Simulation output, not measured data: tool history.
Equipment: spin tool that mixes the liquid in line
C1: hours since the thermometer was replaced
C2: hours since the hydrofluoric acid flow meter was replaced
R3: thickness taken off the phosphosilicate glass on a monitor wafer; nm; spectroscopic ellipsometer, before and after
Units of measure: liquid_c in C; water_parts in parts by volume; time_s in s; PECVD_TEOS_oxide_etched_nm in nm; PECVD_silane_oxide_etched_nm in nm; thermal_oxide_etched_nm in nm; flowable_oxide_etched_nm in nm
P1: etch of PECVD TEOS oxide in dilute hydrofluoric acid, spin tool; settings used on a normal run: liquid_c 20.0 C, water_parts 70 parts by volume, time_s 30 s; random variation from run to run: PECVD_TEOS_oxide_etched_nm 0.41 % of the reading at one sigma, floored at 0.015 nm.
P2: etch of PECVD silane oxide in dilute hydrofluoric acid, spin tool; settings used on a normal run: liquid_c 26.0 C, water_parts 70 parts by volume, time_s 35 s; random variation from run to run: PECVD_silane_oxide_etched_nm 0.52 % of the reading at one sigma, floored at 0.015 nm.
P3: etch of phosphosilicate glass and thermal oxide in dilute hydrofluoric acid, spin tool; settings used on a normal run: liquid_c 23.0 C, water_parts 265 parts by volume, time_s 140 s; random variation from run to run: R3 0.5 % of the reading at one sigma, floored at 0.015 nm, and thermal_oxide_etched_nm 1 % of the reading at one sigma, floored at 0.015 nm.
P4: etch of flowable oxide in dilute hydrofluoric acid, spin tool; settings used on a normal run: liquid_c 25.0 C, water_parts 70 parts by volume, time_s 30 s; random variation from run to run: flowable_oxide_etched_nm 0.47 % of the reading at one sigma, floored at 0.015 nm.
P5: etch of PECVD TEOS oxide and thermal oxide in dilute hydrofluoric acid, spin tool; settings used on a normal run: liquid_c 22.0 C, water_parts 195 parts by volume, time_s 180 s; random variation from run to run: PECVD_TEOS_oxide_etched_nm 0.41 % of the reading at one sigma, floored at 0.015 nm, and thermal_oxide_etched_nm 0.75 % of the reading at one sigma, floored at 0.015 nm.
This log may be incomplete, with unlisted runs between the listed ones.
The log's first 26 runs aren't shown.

{"run": 27, "hour": 242.4, "process": "P1", "liquid_c": 20.0, "water_parts": 70, "time_s": 15, "C1": 1722.3, "C2": 899.0, "PECVD_TEOS_oxide_etched_nm": 2.6648}
{"run": 28, "hour": 254.7, "process": "P1", "liquid_c": 20.0, "water_parts": 70, "time_s": 30, "C1": 1734.6, "C2": 911.3, "PECVD_TEOS_oxide_etched_nm": 5.3653}
{"run": 29, "hour": 260.2, "process": "P1", "liquid_c": 26.5, "water_parts": 45, "time_s": 30, "C1": 1740.1, "C2": 916.8, "PECVD_TEOS_oxide_etched_nm": 11.21}
{"run": 30, "hour": 271.9, "process": "P5", "liquid_c": 17.0, "water_parts": 195, "time_s": 180, "C1": 1751.8, "C2": 928.5, "PECVD_TEOS_oxide_etched_nm": 16.087, "thermal_oxide_etched_nm": 3.0673}
{"run": 31, "hour": 283.1, "process": "P1", "liquid_c": 20.0, "water_parts": 70, "time_s": 50, "C1": 1763.0, "C2": 939.7, "PECVD_TEOS_oxide_etched_nm": 8.9524}
{"run": 32, "hour": 290.5, "process": "P3", "liquid_c": 23.0, "water_parts": 85, "time_s": 140, "C1": 1770.4, "C2": 947.1, "R3": 105.17, "thermal_oxide_etched_nm": 7.8463}
{"run": 33, "hour": 297.4, "process": "P4", "liquid_c": 20.5, "water_parts": 70, "time_s": 30, "C1": 1777.3, "C2": 954.0, "flowable_oxide_etched_nm": 26.067}
{"run": 34, "hour": 308.7, "process": "P4", "liquid_c": 25.0, "water_parts": 70, "time_s": 30, "C1": 1788.6, "C2": 965.3, "flowable_oxide_etched_nm": 31.29}
{"run": 35, "hour": 316.7, "process": "P4", "liquid_c": 25.0, "water_parts": 70, "time_s": 55, "C1": 1796.6, "C2": 973.3, "flowable_oxide_etched_nm": 57.174}
{"run": 36, "hour": 322.8, "process": "P1", "liquid_c": 20.0, "water_parts": 70, "time_s": 30, "C1": 1802.7, "C2": 979.4, "PECVD_TEOS_oxide_etched_nm": 5.3486}
{"run": 37, "hour": 333.5, "process": "P1", "liquid_c": 20.0, "water_parts": 70, "time_s": 30, "C1": 1813.4, "C2": 990.1, "PECVD_TEOS_oxide_etched_nm": 5.5426}
{"run": 38, "hour": 343.2, "process": "P1", "liquid_c": 20.0, "water_parts": 70, "time_s": 30, "C1": 1823.1, "C2": 999.8, "PECVD_TEOS_oxide_etched_nm": 5.6497}
{"run": 39, "hour": 349.5, "process": "P1", "liquid_c": 20.0, "water_parts": 70, "time_s": 30, "C1": 1829.4, "C2": 1006.1, "PECVD_TEOS_oxide_etched_nm": 5.6637}
{"run": 40, "hour": 360.8, "process": "P1", "liquid_c": 20.0, "water_parts": 70, "time_s": 30, "C1": 1840.7, "C2": 1017.4, "PECVD_TEOS_oxide_etched_nm": 5.7533}
{"run": 41, "hour": 369.1, "process": "P1", "liquid_c": 20.0, "water_parts": 70, "time_s": 30, "C1": 1849.0, "C2": 1025.7, "PECVD_TEOS_oxide_etched_nm": 5.8129}

Forecast run 42:
{"run": 42, "hour": 377.6, "process": "P1", "liquid_c": 20.0, "water_parts": 70, "time_s": 30, "C1": 1857.5, "C2": 1034.2, "PECVD_TEOS_oxide_etched_nm": "?"}

PECVD_TEOS_oxide_etched_nm: 5.7825 nm
